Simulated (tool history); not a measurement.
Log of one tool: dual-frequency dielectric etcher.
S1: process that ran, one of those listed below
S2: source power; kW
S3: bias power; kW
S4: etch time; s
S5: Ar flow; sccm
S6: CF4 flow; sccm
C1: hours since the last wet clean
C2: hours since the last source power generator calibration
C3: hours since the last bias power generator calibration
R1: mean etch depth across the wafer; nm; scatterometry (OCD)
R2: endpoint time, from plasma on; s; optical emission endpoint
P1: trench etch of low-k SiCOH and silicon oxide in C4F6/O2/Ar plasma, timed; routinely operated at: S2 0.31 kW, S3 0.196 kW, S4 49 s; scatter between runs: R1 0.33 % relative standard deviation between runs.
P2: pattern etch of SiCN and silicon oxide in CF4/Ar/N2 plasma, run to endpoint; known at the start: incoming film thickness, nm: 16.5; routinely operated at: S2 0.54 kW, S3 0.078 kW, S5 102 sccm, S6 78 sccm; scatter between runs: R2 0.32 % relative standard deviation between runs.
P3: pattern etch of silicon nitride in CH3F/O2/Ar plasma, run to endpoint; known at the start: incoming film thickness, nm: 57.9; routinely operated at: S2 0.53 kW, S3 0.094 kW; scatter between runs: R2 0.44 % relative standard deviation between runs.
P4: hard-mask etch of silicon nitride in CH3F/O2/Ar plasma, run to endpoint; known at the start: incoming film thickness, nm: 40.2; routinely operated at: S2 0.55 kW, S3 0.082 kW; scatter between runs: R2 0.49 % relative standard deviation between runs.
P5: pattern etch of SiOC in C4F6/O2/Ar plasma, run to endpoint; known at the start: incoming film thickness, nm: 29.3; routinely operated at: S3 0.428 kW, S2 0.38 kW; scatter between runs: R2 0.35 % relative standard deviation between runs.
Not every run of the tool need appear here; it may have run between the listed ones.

run,hour,S1,S2,S3,S4,S5,S6,C1,C2,C3,R1,R2
1,5.8,P1,0.31,0.196,49,,,293.9,1952.5,581.1,148.24,
2,14.5,P4,0.36,0.082,,,,302.6,1961.2,589.8,,58.232
3,24.4,P1,0.44,0.196,49,,,312.5,1971.1,599.7,170.5,
4,31.2,P1,0.31,0.196,49,,,319.3,1977.9,606.5,147.68,
5,37.6,P2,0.54,0.094,,102,78,325.7,1984.3,612.9,,14.307
6,49.6,P2,0.54,0.078,,102,78,337.7,1996.3,624.9,,15.253
7,61.2,P1,0.31,0.196,63,,,349.3,2007.9,636.5,190.61,
8,72.8,P3,0.53,0.094,,,,360.9,2019.5,648.1,,67.226
9,84.7,P5,0.38,0.428,,,,372.8,2031.4,660,,10.663
10,92.3,P1,0.38,0.135,49,,,380.4,2039,667.6,142.27,
11,100.4,P4,0.55,0.082,,,,388.5,2047.1,675.7,,49.007
12,109.7,P1,0.24,0.196,49,,,397.8,2056.4,685,134.42,
13,120.2,P3,0.53,0.124,,,,408.3,2066.9,695.5,,60.167
14,127.7,P1,0.31,0.144,49,,,415.8,2074.4,703,135.15,
15,139.8,P4,0.55,0.082,,,,427.9,2086.5,715.1,,48.691
16,147.6,P2,0.54,0.078,,65,78,435.7,2094.3,722.9,,14.421
17,158,P1,0.31,0.196,49,,,446.1,2104.7,733.3,149.34,
18,167.1,P1,0.31,0.249,49,,,455.2,2113.8,742.4,160.91,
19,179.5,P3,0.36,0.094,,,,467.6,2126.2,754.8,,77.77
20,189.2,P5,0.48,0.428,,,,477.3,2135.9,764.5,,9.8035
21,198.6,P1,0.31,0.196,49,,,486.7,2145.3,773.9,149.3,
22,210,P1,0.31,0.196,49,,,498.1,2156.7,785.3,148.8,
23,221.3,P5,0.38,0.575,,,,509.4,2168,796.6,,9.5464
24,232.8,P1,0.31,0.196,27,,,520.9,2179.5,808.1,81.862,
25,240.3,P2,0.54,0.078,,102,51,528.4,2187,815.6,,16.265
26,250.8,P1,0.31,0.196,49,,,538.9,2197.5,826.1,148.74,
27,258.2,P1,0.31,0.196,49,,,546.3,2204.9,833.5,148.55,
28,270.1,P4,0.55,0.052,,,,558.2,2216.8,845.4,,57.431
29,276.7,P2,0.43,0.078,,102,78,564.8,2223.4,852,,18.672
30,285.3,P1,0.31,0.196,49,,,573.4,2232,860.6,148.27,
31,296.6,P1,0.31,0.196,49,,,584.7,2243.3,871.9,148.33,
32,303.5,P1,0.31,0.196,49,,,591.6,2250.2,878.8,146.73,

For run 33, what comes out?
33,313.9,P1,0.31,0.196,49,,,602,2260.6,889.2,?,

R1: 146.78 nm
